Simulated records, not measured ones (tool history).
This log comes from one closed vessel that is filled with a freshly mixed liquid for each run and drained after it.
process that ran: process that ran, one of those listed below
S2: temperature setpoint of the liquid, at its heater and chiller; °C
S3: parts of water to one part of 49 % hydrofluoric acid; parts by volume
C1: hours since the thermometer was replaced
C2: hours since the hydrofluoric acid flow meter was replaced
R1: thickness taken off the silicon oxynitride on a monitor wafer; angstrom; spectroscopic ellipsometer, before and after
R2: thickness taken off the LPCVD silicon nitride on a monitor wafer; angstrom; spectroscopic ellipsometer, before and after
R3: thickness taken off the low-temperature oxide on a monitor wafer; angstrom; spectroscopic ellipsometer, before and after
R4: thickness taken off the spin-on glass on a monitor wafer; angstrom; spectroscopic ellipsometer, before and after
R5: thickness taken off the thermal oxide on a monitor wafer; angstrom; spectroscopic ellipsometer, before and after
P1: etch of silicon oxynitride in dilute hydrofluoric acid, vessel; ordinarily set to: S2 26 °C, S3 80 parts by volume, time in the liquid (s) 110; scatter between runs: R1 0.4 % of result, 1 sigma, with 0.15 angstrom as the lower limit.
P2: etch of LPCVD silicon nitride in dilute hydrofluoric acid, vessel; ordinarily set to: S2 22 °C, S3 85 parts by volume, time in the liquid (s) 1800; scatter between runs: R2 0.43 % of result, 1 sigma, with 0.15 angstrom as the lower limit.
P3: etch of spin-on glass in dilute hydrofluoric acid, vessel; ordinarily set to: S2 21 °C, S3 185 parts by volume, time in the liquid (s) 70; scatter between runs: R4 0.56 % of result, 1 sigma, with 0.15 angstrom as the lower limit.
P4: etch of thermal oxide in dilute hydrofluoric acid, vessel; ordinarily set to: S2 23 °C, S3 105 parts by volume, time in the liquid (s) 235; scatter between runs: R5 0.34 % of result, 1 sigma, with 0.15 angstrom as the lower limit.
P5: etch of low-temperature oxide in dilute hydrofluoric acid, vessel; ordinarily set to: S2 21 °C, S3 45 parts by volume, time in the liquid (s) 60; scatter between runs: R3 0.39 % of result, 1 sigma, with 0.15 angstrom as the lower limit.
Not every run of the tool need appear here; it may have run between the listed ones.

run 1 day=0.667 | process_that_ran=P1 S2=26 S3=80 time_in_the_liquid_(s)=110 | C1=451 C2=808.3 | R1=73.073
run 2 day=0.996 | process_that_ran=P2 S2=22 S3=85 time_in_the_liquid_(s)=1800 | C1=458.9 C2=816.2 | R2=95.977
run 3 day=1.542 | process_that_ran=P5 S2=17 S3=45 time_in_the_liquid_(s)=60 | C1=472 C2=829.3 | R3=179.09
run 4 day=2.258 | process_that_ran=P1 S2=26 S3=80 time_in_the_liquid_(s)=35 | C1=489.2 C2=846.5 | R1=23.203
run 5 day=2.975 | process_that_ran=P3 S2=17 S3=185 time_in_the_liquid_(s)=70 | C1=506.4 C2=863.7 | R4=129.79
run 6 day=3.467 | process_that_ran=P3 S2=21 S3=40 time_in_the_liquid_(s)=70 | C1=518.2 C2=875.5 | R4=829.87
run 7 day=4.167 | process_that_ran=P2 S2=22 S3=85 time_in_the_liquid_(s)=1800 | C1=535 C2=892.3 | R2=95.33
run 8 day=4.783 | process_that_ran=P4 S2=23 S3=105 time_in_the_liquid_(s)=235 | C1=549.8 C2=907.1 | R5=102.14
run 9 day=5.375 | process_that_ran=P4 S2=23 S3=25 time_in_the_liquid_(s)=235 | C1=564 C2=921.3 | R5=478.13
run 10 day=5.704 | process_that_ran=P3 S2=21 S3=185 time_in_the_liquid_(s)=70 | C1=571.9 C2=929.2 | R4=151.56
run 11 day=6.4 | process_that_ran=P1 S2=26 S3=40 time_in_the_liquid_(s)=110 | C1=588.6 C2=945.9 | R1=150.43
run 12 day=7.079 | process_that_ran=P1 S2=26 S3=105 time_in_the_liquid_(s)=185 | C1=604.9 C2=962.2 | R1=91.361
run 13 day=7.558 | process_that_ran=P1 S2=32 S3=80 time_in_the_liquid_(s)=110 | C1=616.4 C2=973.7 | R1=96.842
run 14 day=8.142 | process_that_ran=P4 S2=17 S3=105 time_in_the_liquid_(s)=235 | C1=630.4 C2=987.7 | R5=80.496
run 15 day=8.85 | process_that_ran=P1 S2=26 S3=80 time_in_the_liquid_(s)=110 | C1=647.4 C2=1004.7 | R1=72.999
run 16 day=9.425 | process_that_ran=P5 S2=21 S3=45 time_in_the_liquid_(s)=100 | C1=661.2 C2=1018.5 | R3=353.3
run 17 day=10.146 | process_that_ran=P2 S2=22 S3=145 time_in_the_liquid_(s)=1800 | C1=678.5 C2=1035.8 | R2=56.355
run 18 day=10.538 | process_that_ran=P1 S2=26 S3=80 time_in_the_liquid_(s)=110 | C1=687.9 C2=1045.2 | R1=73.266
run 19 day=11.267 | process_that_ran=P5 S2=21 S3=20 time_in_the_liquid_(s)=60 | C1=705.4 C2=1062.7 | R3=493.43
run 20 day=11.967 | process_that_ran=P1 S2=26 S3=120 time_in_the_liquid_(s)=110 | C1=722.2 C2=1079.5 | R1=46.798
run 21 day=12.554 | process_that_ran=P1 S2=26 S3=80 time_in_the_liquid_(s)=110 | C1=736.3 C2=1093.6 | R1=72.843
run 22 day=13.179 | process_that_ran=P2 S2=22 S3=85 time_in_the_liquid_(s)=3605 | C1=751.3 C2=1108.6 | R2=189.85
run 23 day=13.692 | process_that_ran=P1 S2=26 S3=80 time_in_the_liquid_(s)=110 | C1=763.6 C2=1120.9 | R1=73.316
run 24 day=14.058 | process_that_ran=P1 S2=26 S3=80 time_in_the_liquid_(s)=200 | C1=772.4 C2=1129.7 | R1=133.33
run 25 day=14.588 | process_that_ran=P1 S2=19 S3=80 time_in_the_liquid_(s)=110 | C1=785.1 C2=1142.4 | R1=51.971
run 26 day=15.238 | process_that_ran=P2 S2=27.5 S3=85 time_in_the_liquid_(s)=1800 | C1=800.7 C2=1158 | R2=139.16
run 27 day=15.65 | process_that_ran=P1 S2=22.5 S3=45 time_in_the_liquid_(s)=110 | C1=810.6 C2=1167.9 | R1=113.08
run 28 day=16.221 | process_that_ran=P4 S2=23 S3=105 time_in_the_liquid_(s)=90 | C1=824.3 C2=1181.6 | R5=39.642
run 29 day=16.808 | process_that_ran=P1 S2=26 S3=80 time_in_the_liquid_(s)=110 | C1=838.4 C2=1195.7 | R1=73.513
run 30 day=17.408 | process_that_ran=P3 S2=21 S3=185 time_in_the_liquid_(s)=30 | C1=852.8 C2=1210.1 | R4=64.537
run 31 day=17.825 | process_that_ran=P5 S2=21 S3=45 time_in_the_liquid_(s)=60 | C1=862.8 C2=1220.1 | R3=212.82
run 32 day=18.483 | process_that_ran=P1 S2=26 S3=80 time_in_the_liquid_(s)=110 | C1=878.6 C2=1235.9 | R1=72.838
run 33 day=19.212 | process_that_ran=P1 S2=26 S3=80 time_in_the_liquid_(s)=110 | C1=896.1 C2=1253.4 | R1=69.693
run 34 day=19.896 | process_that_ran=P1 S2=26 S3=80 time_in_the_liquid_(s)=110 | C1=912.5 C2=1269.8 | R1=67.644
run 35 day=20.442 | process_that_ran=P1 S2=26 S3=80 time_in_the_liquid_(s)=110 | C1=925.6 C2=1282.9 | R1=67.656
run 36 day=20.875 | process_that_ran=P1 S2=26 S3=80 time_in_the_liquid_(s)=110 | C1=936 C2=1293.3 | R1=67.333
run 37 day=21.325 | process_that_ran=P1 S2=26 S3=80 time_in_the_liquid_(s)=110 | C1=946.8 C2=1304.1 | R1=67.194
run 38 day=22.021 | process_that_ran=P1 S2=26 S3=80 time_in_the_liquid_(s)=110 | C1=963.5 C2=1320.8 | R1=67.195

Compared with where it was, what P1 gives has crept away. Each cause listed below fits the log as well as the rest, at the size given for it:
A: liquid colder than its thermometer reads (K) = 1.8
B: hydrofluoric acid flow below the setpoint (%) = 7.62
The onset of the drift is placed at about day 18.483.

The check runs listed below each take one wafer, and their results are still question marks. Under which run would the listed causes lead to clearly different results?
run check 1 day=22.717 | process_that_ran=P4 S2=17 S3=105 time_in_the_liquid_(s)=135 | R5=?
run check 2 day=22.717 | process_that_ran=P3 S2=21 S3=75 time_in_the_liquid_(s)=30 | R4=?
run check 3 day=22.717 | process_that_ran=P2 S2=22 S3=135 time_in_the_liquid_(s)=3515 | R2=?
run check 4 day=22.717 | process_that_ran=P5 S2=17 S3=45 time_in_the_liquid_(s)=90 | R3=?

What every check run would give for each of its results, assuming each possible cause in turn:
check=check_1 result=R5 if_A=42.743 if_B=42.242
check=check_2 result=R4 if_A=168.06 if_B=166.13
check=check_3 result=R2 if_A=105.37 if_B=109.88
check=check_4 result=R3 if_A=248.14 if_B=247.08
Gap, in per cent, between the two causes that each check separates least, read from the result that separates them most: check 1 1.18 %; check 2 1.15 %; check 3 4.19 %; check 4 0.43 %
The other checks would show nearly matching results whichever cause is true, so check 3 is the only one that separates the causes.

The results of check 3 are: R2 104.77 angstrom. Based on these, which of the listed causes is it?

It is A: liquid colder than its thermometer reads (K).
